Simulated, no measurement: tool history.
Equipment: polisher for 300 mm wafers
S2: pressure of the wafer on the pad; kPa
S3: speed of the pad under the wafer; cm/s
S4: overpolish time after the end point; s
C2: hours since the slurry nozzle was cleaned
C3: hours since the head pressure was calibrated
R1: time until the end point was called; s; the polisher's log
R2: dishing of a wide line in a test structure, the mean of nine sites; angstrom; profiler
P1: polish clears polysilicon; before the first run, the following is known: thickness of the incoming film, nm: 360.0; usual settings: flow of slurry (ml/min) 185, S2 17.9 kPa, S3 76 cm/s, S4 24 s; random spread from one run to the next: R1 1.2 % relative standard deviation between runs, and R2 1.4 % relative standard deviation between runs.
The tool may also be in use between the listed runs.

Run 1, hour 3.1: flow of slurry (ml/min) 185, S2 17.9 kPa, S3 76 cm/s, S4 24 s; wafers polished on this pad 650; C2 124.5; C3 221.1. Result: R1 39.793 s, R2 472.3 angstrom.
Run 2, hour 7.7: flow of slurry (ml/min) 185, S2 17.9 kPa, S3 108 cm/s, S4 24 s; wafers polished on this pad 686; C2 129.1; C3 225.7. Result: R1 28.136 s, R2 489.03 angstrom.
Run 3, hour 12.8: flow of slurry (ml/min) 185, S2 8.3 kPa, S3 76 cm/s, S4 24 s; wafers polished on this pad 725; C2 134.2; C3 230.8. Result: R1 85.084 s, R2 418.17 angstrom.
Run 4, hour 16.8: flow of slurry (ml/min) 185, S2 26.2 kPa, S3 76 cm/s, S4 7 s; wafers polished on this pad 756; C2 138.2; C3 234.8. Result: R1 27.07 s, R2 407.09 angstrom.
Run 5, hour 20.4: flow of slurry (ml/min) 185, S2 17.9 kPa, S3 76 cm/s, S4 45 s; wafers polished on this pad 784; C2 141.8; C3 238.4. Result: R1 39.002 s, R2 483.67 angstrom.
Run 6, hour 23.8: flow of slurry (ml/min) 185, S2 17.9 kPa, S3 76 cm/s, S4 24 s; wafers polished on this pad 810; C2 145.2; C3 241.8. Result: R1 38.673 s, R2 472.92 angstrom.
Run 7, hour 26.4: flow of slurry (ml/min) 185, S2 17.9 kPa, S3 76 cm/s, S4 24 s; wafers polished on this pad 830; C2 147.8; C3 244.4. Result: R1 39.049 s, R2 465.96 angstrom.
Run 8, hour 31.7: flow of slurry (ml/min) 185, S2 17.9 kPa, S3 76 cm/s, S4 7 s; wafers polished on this pad 871; C2 153.1; C3 249.7. Result: R1 40.232 s, R2 350.49 angstrom.
Run 9, hour 36.5: flow of slurry (ml/min) 185, S2 28.3 kPa, S3 76 cm/s, S4 24 s; wafers polished on this pad 908; C2 157.9; C3 254.5. Result: R1 25.399 s, R2 484.31 angstrom.
Run 10, hour 41.6: flow of slurry (ml/min) 295, S2 17.9 kPa, S3 76 cm/s, S4 24 s; wafers polished on this pad 948; C2 163; C3 259.6. Result: R1 36.895 s, R2 482 angstrom.
Run 11, hour 44.5: flow of slurry (ml/min) 110, S2 17.9 kPa, S3 76 cm/s, S4 24 s; wafers polished on this pad 970; C2 165.9; C3 262.5. Result: R1 43.3 s, R2 476.85 angstrom.
Run 12, hour 47.4: flow of slurry (ml/min) 185, S2 17.9 kPa, S3 76 cm/s, S4 24 s; wafers polished on this pad 993; C2 168.8; C3 265.4. Result: R1 38.92 s, R2 473.24 angstrom.
Run 13, hour 51.6: flow of slurry (ml/min) 125, S2 17.9 kPa, S3 76 cm/s, S4 7 s; wafers polished on this pad 1025; C2 173; C3 269.6. Result: R1 42.201 s, R2 338.53 angstrom.
Run 14, hour 56.3: flow of slurry (ml/min) 185, S2 9 kPa, S3 76 cm/s, S4 7 s; wafers polished on this pad 1061; C2 177.7; C3 274.3. Result: R1 78.771 s, R2 229.52 angstrom.
Run 15, hour 60.7: flow of slurry (ml/min) 185, S2 17.9 kPa, S3 76 cm/s, S4 24 s; wafers polished on this pad 1095; C2 182.1; C3 278.7. Result: R1 39.752 s, R2 485.14 angstrom.
Run 16, hour 64.1: flow of slurry (ml/min) 185, S2 17.9 kPa, S3 44 cm/s, S4 24 s; wafers polished on this pad 1122; C2 185.5; C3 282.1. Result: R1 69.209 s, R2 457.21 angstrom.
Run 17, hour 67.8: flow of slurry (ml/min) 185, S2 17.9 kPa, S3 76 cm/s, S4 24 s; wafers polished on this pad 1150; C2 189.2; C3 285.8. Result: R1 38.681 s, R2 469.91 angstrom.

Forecast run 18:
Run 18, hour 72.4: flow of slurry (ml/min) 185, S2 17.9 kPa, S3 76 cm/s, S4 24 s; wafers polished on this pad 1186; C2 193.8; C3 290.4. Result: R1 ?, R2 ?.

R1: 41.491 s
R2: 477.41 angstrom
